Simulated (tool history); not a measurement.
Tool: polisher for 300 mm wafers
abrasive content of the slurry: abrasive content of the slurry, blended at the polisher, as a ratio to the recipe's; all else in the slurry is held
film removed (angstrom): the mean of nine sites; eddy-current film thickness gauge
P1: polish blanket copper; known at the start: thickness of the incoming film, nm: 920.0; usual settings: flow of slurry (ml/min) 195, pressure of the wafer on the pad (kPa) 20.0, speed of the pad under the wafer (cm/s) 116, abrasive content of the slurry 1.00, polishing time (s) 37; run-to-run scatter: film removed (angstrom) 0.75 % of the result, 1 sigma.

run   hour  flow of slurry (ml/min)  pressure of the wafer on the pad (kPa)  speed of the pad under the wafer (cm/s)  abrasive content of the slurry  polishing time (s)  wafers polished on this pad  hours since the slurry nozzle was cleaned  hours since the head pressure was calibrated  hours since the slurry blender was calibrated  film removed (angstrom)
  1    7.4                      195                                    20.0                                      116                            1.00                  37                          538                                      134.4                                         983.8                                           55.8                  1151.90
  2   12.8                      195                                    10.3                                      116                            1.20                  37                          627                                      139.8                                         989.2                                           61.2                   614.22
  3   20.7                      195                                    20.0                                      116                            0.55                  37                          758                                      147.7                                         997.1                                           69.1                  1000.70
  4   27.9                      195                                    20.0                                      116                            1.30                  37                          876                                      154.9                                        1004.3                                           76.3                  1210.20
  5   35.4                      195                                    20.0                                      116                            1.00                  37                         1000                                      162.4                                        1011.8                                           83.8                  1139.50
  6   41.6                      195                                    12.4                                      116                            1.00                  55                         1102                                      168.6                                        1018.0                                           90.0                  1059.80
  7   46.3                      195                                    20.0                                      144                            1.00                  37                         1180                                      173.3                                        1022.7                                           94.7                  1422.40
  8   51.0                      195                                    20.0                                      116                            1.00                  17                         1258                                      178.0                                        1027.4                                           99.4                   528.27
  9   58.0                      195                                    20.0                                      116                            1.00                  53                         1373                                      185.0                                        1034.4                                          106.4                  1650.20
 10   66.6                      265                                    20.0                                      116                            1.00                  37                         1515                                      193.6                                        1043.0                                          115.0                  1186.00
 11   73.6                      195                                    20.0                                      116                            1.00                  37                         1630                                      200.6                                        1050.0                                          122.0                  1154.10
 12   82.1                      195                                    20.0                                      116                            1.00                  37                         1771                                      209.1                                        1058.5                                          130.5                  1138.90
 13   89.1                      195                                    20.0                                      116                            1.00                  37                         1886                                      216.1                                        1065.5                                          137.5                  1156.10
 14   97.1                      195                                    20.0                                      174                            1.30                  37                         2018                                      224.1                                        1073.5                                          145.5                  1827.20
 15  102.9                      195                                    20.0                                      116                            1.00                  37                         2114                                      229.9                                        1079.3                                          151.3                  1133.10
 16  111.3                      195                                    14.5                                      116                            1.00                  37                         2252                                      238.3                                        1087.7                                          159.7                   835.06
 17  117.1                      195                                    20.0                                       58                            1.00                  37                         2348                                      244.1                                        1093.5                                          165.5                   574.18
 18  121.5                      125                                    20.0                                      116                            1.00                  37                         2420                                      248.5                                        1097.9                                          169.9                  1072.30
 19  125.8                      195                                    26.2                                      116                            1.00                  37                         2491                                      252.8                                        1102.2                                          174.2                  1507.00
 20  130.5                      195                                    20.0                                      116                            1.00                  37                         2569                                      257.5                                        1106.9                                          178.9                  1141.50
 21  138.8                      195                                    20.0                                      116                            1.00                  37                         2706                                      265.8                                        1115.2                                          187.2                  1119.10
 22  143.2                      195                                    20.0                                      116                            1.00                  37                         2778                                      270.2                                        1119.6                                          191.6                  1107.60
 23  148.3                      195                                    20.0                                      116                            1.00                  37                         2863                                      275.3                                        1124.7                                          196.7                  1097.10
 24  152.9                      195                                    20.0                                      116                            1.00                  37                         2938                                      279.9                                        1129.3                                          201.3                  1102.10
     154.6  -- head pressure recalibrated
 25  158.6                      195                                    20.0                                      116                            1.00                  37                         3032                                      285.6                                           4.1                                          207.0                  1083.70
 26  167.6                      195                                    20.0                                      116                            1.00                  37                         3181                                      294.6                                          13.1                                          216.0                  1068.60
     168.6  -- slurry blender recalibrated
 27  175.3                      195                                    20.0                                      116                            1.00                  37                         3308                                      302.3                                          20.8                                            6.8                  1079.00
 28  180.1                      195                                    20.0                                      116                            1.00                  37                         3387                                      307.1                                          25.6                                           11.6                  1064.30
 29  189.3                      195                                    20.0                                      116                            1.00                  37                         3539                                      316.3                                          34.8                                           20.8                  1069.30
 30  195.8                      195                                    20.0                                      116                            1.00                  37                         3646                                      322.8                                          41.3                                           27.3                  1081.10

What P1 gives has crept away from where it was. These 2 causes fit the log equally well, each at the size given:
A: slurry flow missing at the pad, % = 33.5
B: removal rate lost through wear of the pad, % = 6.5
The creep began at about hour 130.5.
Why every other cause is out:
head's pressure below its setpoint, %: serviced at hour 154.6, which brought nothing back
abrasive missing from the slurry, %: serviced at hour 168.6, which brought nothing back

4 check runs are offered, each on 5 wafers whose results are averaged, their results left as question marks. Which one tells the causes apart?
check 1  202.3                      195                                    20.0                                      116                            1.25                  37                                                                                                                                                                                             ?
check 2  202.3                      135                                    20.0                                      116                            1.15                  37                                                                                                                                                                                             ?
check 3  202.3                      195                                    20.0                                      140                            1.00                  37                                                                                                                                                                                             ?
check 4  202.3                      195                                    20.0                                      116                            1.20                  37                                                                                                                                                                                             ?

What each check would give under each cause:
  check                   result     if A     if B
check 1  film removed (angstrom)  1121.80  1121.90
check 2  film removed (angstrom)  1010.60  1038.00
check 3  film removed (angstrom)  1289.90  1290.00
check 4  film removed (angstrom)  1111.80  1111.90
How far apart the two closest causes lie, in the result that separates them most: check 1 0.01 %; check 2 2.68 %; check 3 0.01 %; check 4 0.01 %
Only check 2 tells the causes apart: in the others they would give nearly the same result.

Then check 2 was run and gave: film removed (angstrom) 1008.70. Which cause is it?

It is A: slurry flow missing at the pad, %.
